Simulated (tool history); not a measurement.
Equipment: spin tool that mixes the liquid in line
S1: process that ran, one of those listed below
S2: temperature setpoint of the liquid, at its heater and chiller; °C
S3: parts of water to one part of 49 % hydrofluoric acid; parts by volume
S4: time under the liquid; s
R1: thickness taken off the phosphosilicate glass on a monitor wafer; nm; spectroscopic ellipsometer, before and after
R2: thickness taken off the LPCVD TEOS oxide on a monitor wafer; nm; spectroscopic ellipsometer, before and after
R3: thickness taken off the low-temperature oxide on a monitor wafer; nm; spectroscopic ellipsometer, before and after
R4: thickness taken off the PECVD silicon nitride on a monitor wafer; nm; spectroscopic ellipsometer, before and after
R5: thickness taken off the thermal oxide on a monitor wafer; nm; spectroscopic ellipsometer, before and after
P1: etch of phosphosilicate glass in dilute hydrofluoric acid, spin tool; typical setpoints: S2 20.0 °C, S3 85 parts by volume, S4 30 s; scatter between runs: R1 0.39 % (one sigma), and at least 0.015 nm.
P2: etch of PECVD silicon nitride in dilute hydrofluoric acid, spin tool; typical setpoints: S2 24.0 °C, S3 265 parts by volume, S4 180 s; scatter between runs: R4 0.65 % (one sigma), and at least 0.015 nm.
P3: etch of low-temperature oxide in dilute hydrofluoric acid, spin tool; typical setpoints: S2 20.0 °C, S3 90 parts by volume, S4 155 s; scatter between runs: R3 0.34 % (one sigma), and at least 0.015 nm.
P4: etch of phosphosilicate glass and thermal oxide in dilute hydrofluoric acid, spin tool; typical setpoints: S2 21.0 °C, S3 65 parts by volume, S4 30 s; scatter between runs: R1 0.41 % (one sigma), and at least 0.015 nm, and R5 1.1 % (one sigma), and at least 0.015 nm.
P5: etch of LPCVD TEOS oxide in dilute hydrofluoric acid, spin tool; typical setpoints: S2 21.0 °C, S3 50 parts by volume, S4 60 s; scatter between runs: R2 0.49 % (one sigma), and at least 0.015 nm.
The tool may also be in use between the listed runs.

| run | hour | S1 | S2 | S3 | S4 | R1 | R2 | R3 | R4 | R5 |
|---|---|---|---|---|---|---|---|---|---|---|
| 1 | 5.9 | P1 | 20.0 | 85 | 30 | 19.286 |  |  |  |  |
| 2 | 13.9 | P5 | 21.0 | 50 | 60 |  | 46.436 |  |  |  |
| 3 | 23.5 | P3 | 20.0 | 90 | 155 |  |  | 37.999 |  |  |
| 4 | 32.9 | P1 | 24.5 | 85 | 15 | 11.523 |  |  |  |  |
| 5 | 42.0 | P1 | 20.0 | 85 | 15 | 9.706 |  |  |  |  |
| 6 | 47.8 | P2 | 24.0 | 435 | 180 |  |  |  | 2.1656 |  |
| 7 | 52.9 | P1 | 20.0 | 125 | 60 | 25.163 |  |  |  |  |
| 8 | 61.9 | P3 | 17.0 | 90 | 155 |  |  | 33.359 |  |  |
| 9 | 70.4 | P1 | 20.0 | 20 | 30 | 88.585 |  |  |  |  |
| 10 | 78.7 | P1 | 20.0 | 85 | 30 | 19.298 |  |  |  |  |
| 11 | 85.7 | P2 | 24.0 | 265 | 300 |  |  |  | 6.0253 |  |
| 12 | 92.1 | P4 | 28.5 | 65 | 30 | 46.385 |  |  |  | 2.6124 |
| 13 | 102.3 | P2 | 24.0 | 265 | 180 |  |  |  | 3.5783 |  |
| 14 | 108.7 | P1 | 17.0 | 85 | 30 | 16.946 |  |  |  |  |
| 15 | 118.1 | P4 | 21.0 | 65 | 60 | 67.915 |  |  |  | 3.8761 |
| 16 | 128.4 | P2 | 19.0 | 265 | 180 |  |  |  | 2.5884 |  |
| 17 | 136.8 | P1 | 20.0 | 85 | 30 | 19.261 |  |  |  |  |
| 18 | 142.3 | P1 | 20.0 | 120 | 30 | 13.086 |  |  |  |  |
| 19 | 149.6 | P5 | 21.0 | 50 | 60 |  | 47.029 |  |  |  |
| 20 | 156.7 | P1 | 20.0 | 85 | 30 | 19.268 |  |  |  |  |
| 21 | 164.7 | P5 | 21.0 | 75 | 60 |  | 29.941 |  |  |  |
| 22 | 173.2 | P3 | 20.0 | 90 | 155 |  |  | 38.220 |  |  |
| 23 | 181.5 | P3 | 20.0 | 90 | 255 |  |  | 62.991 |  |  |
| 24 | 189.0 | P4 | 21.0 | 65 | 30 | 34.242 |  |  |  | 1.9429 |
| 25 | 197.9 | P1 | 20.0 | 85 | 60 | 38.504 |  |  |  |  |
| 26 | 204.7 | P5 | 29.0 | 50 | 60 |  | 64.428 |  |  |  |
| 27 | 212.4 | P1 | 20.0 | 85 | 30 | 19.277 |  |  |  |  |
| 28 | 220.6 | P1 | 20.0 | 85 | 30 | 19.312 |  |  |  |  |
| 29 | 227.9 | P2 | 24.0 | 265 | 180 |  |  |  | 3.5865 |  |
| 30 | 234.7 | P5 | 21.0 | 50 | 95 |  | 73.506 |  |  |  |
| 31 | 241.9 | P1 | 28.0 | 85 | 30 | 26.445 |  |  |  |  |
| 32 | 249.9 | P1 | 17.0 | 40 | 30 | 38.166 |  |  |  |  |
| 33 | 255.2 | P3 | 20.0 | 140 | 155 |  |  | 23.094 |  |  |
| 34 | 265.0 | P4 | 21.0 | 110 | 30 | 19.128 |  |  |  | 1.1175 |
| 35 | 271.3 | P1 | 20.0 | 85 | 30 | 19.285 |  |  |  |  |
| 36 | 278.0 | P1 | 20.0 | 85 | 30 | 19.300 |  |  |  |  |
| 37 | 283.6 | P1 | 20.0 | 85 | 30 | 18.832 |  |  |  |  |
| 38 | 290.5 | P1 | 20.0 | 85 | 30 | 18.548 |  |  |  |  |
| 39 | 296.8 | P1 | 20.0 | 85 | 30 | 18.412 |  |  |  |  |
| 40 | 306.2 | P1 | 20.0 | 85 | 30 | 18.158 |  |  |  |  |
| 41 | 316.6 | P1 | 20.0 | 85 | 30 | 18.053 |  |  |  |  |
| 42 | 324.3 | P1 | 20.0 | 85 | 30 | 18.146 |  |  |  |  |
| 43 | 330.9 | P1 | 20.0 | 85 | 30 | 18.097 |  |  |  |  |

The log shows P1 creeping away from where it was. Any of the 2 causes listed here, at the size stated for it, fits the log just as well as the others:
A: liquid colder than its thermometer reads (K) = 1.54
B: hydrofluoric acid flow below the setpoint (%) = 5.64
Creep in the process output first set in at about hour 278.0.

The list below offers 4 check runs, each averaging the results of 3 wafers, and shows each result as a question mark. For which of them would the listed causes give clearly different results?
| check 1 | 337.5 | P2 | 24.0 | 265 | 180 |  |  |  | ? |  |
| check 2 | 337.5 | P3 | 20.0 | 90 | 155 |  |  | ? |  |  |
| check 3 | 337.5 | P4 | 21.0 | 65 | 30 | ? |  |  |  | ? |
| check 4 | 337.5 | P5 | 21.0 | 50 | 60 |  | ? |  |  |  |

Check results expected under each cause:
| check | result | if A | if B |
|---|---|---|---|
| check 1 | R4 | 3.2418 | 3.3684 |
| check 2 | R3 | 35.774 | 35.772 |
| check 3 | R1 | 31.767 | 31.824 |
| check 3 | R5 | 1.8326 | 1.8359 |
| check 4 | R2 | 43.717 | 43.872 |
Separation of the two closest causes in each check, using whichever result separates them best: check 1 3.83 %; check 2 0 %; check 3 0.18 %; check 4 0.35 %
The causes can be told apart only by check 1. The other checks would give nearly the same results under each of them.

Check 1 was then run and gave: R4 3.2306 nm. Which cause is it?

Of the candidate causes, it is A: liquid colder than its thermometer reads (K).

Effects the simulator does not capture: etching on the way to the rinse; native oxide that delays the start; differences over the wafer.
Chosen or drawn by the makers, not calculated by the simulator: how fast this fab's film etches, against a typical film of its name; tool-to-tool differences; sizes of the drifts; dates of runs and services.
